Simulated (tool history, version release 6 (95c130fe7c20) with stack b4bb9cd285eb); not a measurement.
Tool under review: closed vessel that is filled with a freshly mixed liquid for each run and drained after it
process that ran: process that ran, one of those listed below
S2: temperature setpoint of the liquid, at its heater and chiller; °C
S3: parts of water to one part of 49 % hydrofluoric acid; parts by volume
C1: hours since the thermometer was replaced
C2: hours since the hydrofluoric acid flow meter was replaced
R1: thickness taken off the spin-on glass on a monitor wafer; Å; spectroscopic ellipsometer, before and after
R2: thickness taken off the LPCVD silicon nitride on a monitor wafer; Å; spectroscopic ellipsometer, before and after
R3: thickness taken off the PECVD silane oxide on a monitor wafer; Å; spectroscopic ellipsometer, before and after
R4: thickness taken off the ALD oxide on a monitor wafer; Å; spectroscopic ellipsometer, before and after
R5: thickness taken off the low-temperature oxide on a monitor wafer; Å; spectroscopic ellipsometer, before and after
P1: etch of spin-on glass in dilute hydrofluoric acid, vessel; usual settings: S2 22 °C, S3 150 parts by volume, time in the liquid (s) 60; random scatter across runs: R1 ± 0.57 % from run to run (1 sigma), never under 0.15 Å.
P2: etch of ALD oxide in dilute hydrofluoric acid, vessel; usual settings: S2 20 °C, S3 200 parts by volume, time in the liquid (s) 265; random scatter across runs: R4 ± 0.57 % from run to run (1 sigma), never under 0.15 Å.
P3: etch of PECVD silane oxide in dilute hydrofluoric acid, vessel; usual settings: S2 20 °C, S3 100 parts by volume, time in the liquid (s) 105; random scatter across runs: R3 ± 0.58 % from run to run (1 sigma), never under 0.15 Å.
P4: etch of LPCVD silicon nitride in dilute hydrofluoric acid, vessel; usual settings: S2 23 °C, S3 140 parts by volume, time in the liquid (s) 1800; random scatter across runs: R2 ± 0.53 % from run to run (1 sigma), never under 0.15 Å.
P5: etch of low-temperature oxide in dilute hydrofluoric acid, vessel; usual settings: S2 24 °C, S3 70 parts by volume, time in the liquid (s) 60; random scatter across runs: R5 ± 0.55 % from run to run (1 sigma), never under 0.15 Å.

run 1 hour=5.7 | process_that_ran=P1 S2=22 S3=150 time_in_the_liquid_(s)=60 | C1=1046.3 C2=369.8 | R1=118.31
run 2 hour=15.4 | process_that_ran=P1 S2=22 S3=245 time_in_the_liquid_(s)=60 | C1=1056 C2=379.5 | R1=65.137
run 3 hour=20.6 | process_that_ran=P4 S2=17 S3=140 time_in_the_liquid_(s)=1800 | C1=1061.2 C2=384.7 | R2=36.94
run 4 hour=27 | process_that_ran=P3 S2=20 S3=45 time_in_the_liquid_(s)=105 | C1=1067.6 C2=391.1 | R3=386.27
run 5 hour=34.6 | process_that_ran=P1 S2=22 S3=85 time_in_the_liquid_(s)=30 | C1=1075.2 C2=398.7 | R1=110.98
run 6 hour=39.1 | process_that_ran=P4 S2=23 S3=235 time_in_the_liquid_(s)=1800 | C1=1079.7 C2=403.2 | R2=32.35
run 7 hour=49.3 | process_that_ran=P2 S2=20 S3=200 time_in_the_liquid_(s)=265 | C1=1089.9 C2=413.4 | R4=117.34
run 8 hour=55.2 | process_that_ran=P1 S2=22 S3=150 time_in_the_liquid_(s)=60 | C1=1095.8 C2=419.3 | R1=118.42
run 9 hour=63.9 | process_that_ran=P1 S2=17 S3=150 time_in_the_liquid_(s)=60 | C1=1104.5 C2=428 | R1=95.883
run 10 hour=72.5 | process_that_ran=P4 S2=23 S3=140 time_in_the_liquid_(s)=665 | C1=1113.1 C2=436.6 | R2=20.72
run 11 hour=79 | process_that_ran=P1 S2=22 S3=150 time_in_the_liquid_(s)=60 | C1=1119.6 C2=443.1 | R1=117.33
run 12 hour=83.5 | process_that_ran=P2 S2=17 S3=200 time_in_the_liquid_(s)=265 | C1=1124.1 C2=447.6 | R4=104.42
run 13 hour=92.9 | process_that_ran=P1 S2=22 S3=100 time_in_the_liquid_(s)=30 | C1=1133.5 C2=457 | R1=92.91
run 14 hour=101.9 | process_that_ran=P5 S2=24 S3=45 time_in_the_liquid_(s)=60 | C1=1142.5 C2=466 | R5=340.36
run 15 hour=107.9 | process_that_ran=P2 S2=20 S3=305 time_in_the_liquid_(s)=265 | C1=1148.5 C2=472 | R4=69.309
run 16 hour=112.3 | process_that_ran=P1 S2=22 S3=150 time_in_the_liquid_(s)=105 | C1=1152.9 C2=476.4 | R1=206.45
run 17 hour=121.3 | process_that_ran=P5 S2=24 S3=70 time_in_the_liquid_(s)=60 | C1=1161.9 C2=485.4 | R5=210.3
run 18 hour=128 | process_that_ran=P5 S2=24 S3=70 time_in_the_liquid_(s)=105 | C1=1168.6 C2=492.1 | R5=370.73
run 19 hour=135.9 | process_that_ran=P1 S2=22 S3=150 time_in_the_liquid_(s)=30 | C1=1176.5 C2=500 | R1=59.013
run 20 hour=142.3 | process_that_ran=P4 S2=23 S3=140 time_in_the_liquid_(s)=1800 | C1=1182.9 C2=506.4 | R2=54.143
run 21 hour=148.3 | process_that_ran=P2 S2=20 S3=200 time_in_the_liquid_(s)=90 | C1=1188.9 C2=512.4 | R4=39.868
run 22 hour=155.3 | process_that_ran=P1 S2=22 S3=150 time_in_the_liquid_(s)=60 | C1=1195.9 C2=519.4 | R1=117.86
run 23 hour=165.3 | process_that_ran=P1 S2=27 S3=150 time_in_the_liquid_(s)=60 | C1=1205.9 C2=529.4 | R1=143.58
-- hour=168.5 hydrofluoric acid flow meter replaced
run 24 hour=173.4 | process_that_ran=P5 S2=29.5 S3=70 time_in_the_liquid_(s)=60 | C1=1214 C2=4.9 | R5=261.84
run 25 hour=182.1 | process_that_ran=P1 S2=22 S3=35 time_in_the_liquid_(s)=60 | C1=1222.7 C2=13.6 | R1=579.83
run 26 hour=190.3 | process_that_ran=P3 S2=20 S3=100 time_in_the_liquid_(s)=105 | C1=1230.9 C2=21.8 | R3=163.26
run 27 hour=195 | process_that_ran=P1 S2=22 S3=150 time_in_the_liquid_(s)=60 | C1=1235.6 C2=26.5 | R1=118.25
run 28 hour=205.4 | process_that_ran=P3 S2=20 S3=100 time_in_the_liquid_(s)=30 | C1=1246 C2=36.9 | R3=46.442
run 29 hour=215.2 | process_that_ran=P3 S2=17 S3=100 time_in_the_liquid_(s)=105 | C1=1255.8 C2=46.7 | R3=144.7
run 30 hour=220.6 | process_that_ran=P1 S2=26.5 S3=150 time_in_the_liquid_(s)=100 | C1=1261.2 C2=52.1 | R1=234.33
run 31 hour=229.2 | process_that_ran=P4 S2=23 S3=140 time_in_the_liquid_(s)=1800 | C1=1269.8 C2=60.7 | R2=54.534
run 32 hour=238.7 | process_that_ran=P1 S2=22 S3=150 time_in_the_liquid_(s)=60 | C1=1279.3 C2=70.2 | R1=118.27
run 33 hour=244.2 | process_that_ran=P1 S2=22 S3=150 time_in_the_liquid_(s)=60 | C1=1284.8 C2=75.7 | R1=120.98
run 34 hour=251.8 | process_that_ran=P1 S2=22 S3=150 time_in_the_liquid_(s)=60 | C1=1292.4 C2=83.3 | R1=121.34
run 35 hour=259.2 | process_that_ran=P1 S2=22 S3=150 time_in_the_liquid_(s)=60 | C1=1299.8 C2=90.7 | R1=124.23
run 36 hour=269.5 | process_that_ran=P1 S2=22 S3=150 time_in_the_liquid_(s)=60 | C1=1310.1 C2=101 | R1=126.2
run 37 hour=274.5 | process_that_ran=P1 S2=22 S3=150 time_in_the_liquid_(s)=60 | C1=1315.1 C2=106 | R1=124.68
run 38 hour=280.8 | process_that_ran=P1 S2=22 S3=150 time_in_the_liquid_(s)=60 | C1=1321.4 C2=112.3 | R1=126.2
run 39 hour=287.3 | process_that_ran=P1 S2=22 S3=150 time_in_the_liquid_(s)=60 | C1=1327.9 C2=118.8 | R1=125.83
run 40 hour=293 | process_that_ran=P1 S2=22 S3=150 time_in_the_liquid_(s)=60 | C1=1333.6 C2=124.5 | R1=126.54
run 41 hour=302.9 | process_that_ran=P1 S2=22 S3=150 time_in_the_liquid_(s)=60 | C1=1343.5 C2=134.4 | R1=128.2

The log shows P1 creeping away from where it was. Any of the 2 causes listed here, at the size stated for it, fits the log just as well as the others:
A: hydrofluoric acid flow above the setpoint (%) = 6.31
B: liquid hotter than its thermometer reads (K) = 1.84
Onset of the creep was near hour 238.7.

Below are 4 check runs, each on a single wafer, with their results shown as question marks. Which of them would tell the listed causes apart, meaning the causes would give clearly different results under it?
run check 1 hour=312.8 | process_that_ran=P5 S2=24 S3=70 time_in_the_liquid_(s)=60 | R5=?
run check 2 hour=312.8 | process_that_ran=P2 S2=20 S3=200 time_in_the_liquid_(s)=265 | R4=?
run check 3 hour=312.8 | process_that_ran=P4 S2=23 S3=140 time_in_the_liquid_(s)=1800 | R2=?
run check 4 hour=312.8 | process_that_ran=P3 S2=20 S3=100 time_in_the_liquid_(s)=105 | R3=?

Outcome of each check run for each possible cause:
check=check_1 result=R5 if_A=225.53 if_B=227.23
check=check_2 result=R4 if_A=126.06 if_B=125.73
check=check_3 result=R2 if_A=57.997 if_B=61.521
check=check_4 result=R3 if_A=174.49 if_B=175.72
Separation of the two closest causes in each check, using whichever result separates them best: check 1 0.75 %; check 2 0.26 %; check 3 5.9 %; check 4 0.71 %
Check 3 distinguishes between the causes, while the remaining checks would return nearly the same result for all of them.

Here is what check 3 returned: R2 61.234 Å. Which cause is it?

The cause is B: liquid hotter than its thermometer reads (K).

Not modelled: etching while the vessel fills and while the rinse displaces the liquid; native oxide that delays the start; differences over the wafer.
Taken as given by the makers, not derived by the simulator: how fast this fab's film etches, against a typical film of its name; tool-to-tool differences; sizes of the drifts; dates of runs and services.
